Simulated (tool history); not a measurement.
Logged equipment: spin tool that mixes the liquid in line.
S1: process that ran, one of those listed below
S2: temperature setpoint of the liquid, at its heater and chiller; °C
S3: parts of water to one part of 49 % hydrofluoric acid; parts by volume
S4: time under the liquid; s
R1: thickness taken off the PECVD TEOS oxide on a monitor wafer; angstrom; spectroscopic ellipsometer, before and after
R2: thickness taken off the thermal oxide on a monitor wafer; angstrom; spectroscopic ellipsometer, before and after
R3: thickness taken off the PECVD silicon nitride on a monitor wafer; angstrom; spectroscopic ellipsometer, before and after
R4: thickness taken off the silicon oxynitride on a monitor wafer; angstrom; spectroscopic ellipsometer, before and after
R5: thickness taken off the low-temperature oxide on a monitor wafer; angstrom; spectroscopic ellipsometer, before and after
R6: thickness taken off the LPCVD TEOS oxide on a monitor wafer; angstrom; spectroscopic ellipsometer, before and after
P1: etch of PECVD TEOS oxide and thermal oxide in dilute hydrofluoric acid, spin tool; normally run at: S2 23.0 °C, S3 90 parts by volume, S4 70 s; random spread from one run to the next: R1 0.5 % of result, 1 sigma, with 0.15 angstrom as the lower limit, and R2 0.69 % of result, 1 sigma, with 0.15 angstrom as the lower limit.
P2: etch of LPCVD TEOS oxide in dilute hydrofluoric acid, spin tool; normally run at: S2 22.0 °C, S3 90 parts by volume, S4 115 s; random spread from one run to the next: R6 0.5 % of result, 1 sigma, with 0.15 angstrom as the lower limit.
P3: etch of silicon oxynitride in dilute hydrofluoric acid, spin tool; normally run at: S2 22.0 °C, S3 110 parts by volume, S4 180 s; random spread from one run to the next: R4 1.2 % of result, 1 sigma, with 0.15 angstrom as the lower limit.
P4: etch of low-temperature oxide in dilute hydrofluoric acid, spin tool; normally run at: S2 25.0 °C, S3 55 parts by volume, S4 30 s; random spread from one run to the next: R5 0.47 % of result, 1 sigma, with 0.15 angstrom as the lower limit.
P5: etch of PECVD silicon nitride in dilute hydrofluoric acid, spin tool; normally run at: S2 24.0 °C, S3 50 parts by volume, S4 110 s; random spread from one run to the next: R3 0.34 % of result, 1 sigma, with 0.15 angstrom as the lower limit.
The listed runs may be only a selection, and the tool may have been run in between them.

run	hour	S1	S2	S3	S4	R1	R2	R3	R4	R5	R6
1	7.6	P1	23.0	90	70	74.218	36.4340				
2	11.9	P1	23.0	60	15	24.689	12.1400				
3	18.0	P5	24.0	20	110			285.330			
4	24.1	P5	18.0	50	110			78.207			
5	29.8	P3	22.0	110	180				22.790		
6	36.5	P3	22.0	180	180				13.265		
7	40.7	P1	23.0	90	70	74.720	36.4390				
8	44.7	P4	25.0	55	30					165.08	
9	52.4	P2	22.0	90	20						82.136
10	60.8	P1	23.0	90	120	127.220	61.7480				
11	65.6	P2	22.0	90	115						476.890
12	69.7	P3	22.0	110	360				45.592		
13	75.7	P1	23.0	150	70	40.772	20.3320				
14	80.5	P4	25.0	90	30					96.05	
15	88.2	P1	23.0	55	70	126.780	61.4220				
16	93.0	P1	23.0	90	15	15.797	7.5402				
17	97.0	P3	17.0	110	180				17.662		
18	103.4	P4	25.0	55	60					328.55	
19	109.2	P2	22.0	90	115						476.570
20	117.1	P1	30.5	90	70	98.983	48.1700				
21	121.7	P4	18.0	55	30					122.71	
22	125.5	P5	24.0	50	110			117.510			
23	133.8	P5	24.0	50	195			208.650			
24	141.0	P2	22.0	50	115						899.330
25	147.9	P1	23.0	90	70	73.329	36.3810				
26	151.8	P1	17.0	90	70	57.317	28.3230				
27	159.0	P1	23.0	90	70	74.431	36.3350				
28	165.3	P2	17.0	90	115						383.830
29	170.6	P5	24.0	50	110			118.040			
30	175.3	P1	23.0	90	70	73.878	35.8300				
31	179.1	P1	23.0	90	70	72.073	35.6350				
32	186.8	P1	23.0	90	70	70.698	34.0460				
33	193.4	P1	23.0	90	70	69.396	34.2120				
34	199.3	P1	23.0	90	70	69.526	33.7160				
35	204.3	P1	23.0	90	70	68.836	34.5020				
36	210.9	P1	23.0	90	70	69.246	33.9180				

P1 has crept away from where it was. The log is fitted equally well by each of these 2 causes, at the sizes shown:
A: hydrofluoric acid flow below the setpoint (%) = 6.18
B: liquid colder than its thermometer reads (K) = 1.75
The drift started at roughly hour 175.3.

Of the 4 check runs listed below, each run on one wafer and each result written as a question mark, which would let you distinguish the listed causes because they would give clearly different results?
check 1	217.5	P2	22.0	90	115						?
check 2	217.5	P4	25.0	55	30					?	
check 3	217.5	P5	24.0	50	110			?			
check 4	217.5	P3	22.0	110	180				?		

Expected result of each check under each candidate cause:
check	result	if A	if B
check 1	R6	441.230	440.870
check 2	R5	153.60	153.13
check 3	R3	110.300	104.250
check 4	R4	21.131	20.818
Smallest distance between any two causes, each pair judged by its most separating result, in per cent: check 1 0.08 %; check 2 0.3 %; check 3 5.64 %; check 4 1.49 %
Check 3 tells the causes apart: in the others they would give nearly the same result.

Running check 3 produced the following: R3 103.730 angstrom. Which one of the listed causes fits?

Of the candidate causes, it is B: liquid colder than its thermometer reads (K).

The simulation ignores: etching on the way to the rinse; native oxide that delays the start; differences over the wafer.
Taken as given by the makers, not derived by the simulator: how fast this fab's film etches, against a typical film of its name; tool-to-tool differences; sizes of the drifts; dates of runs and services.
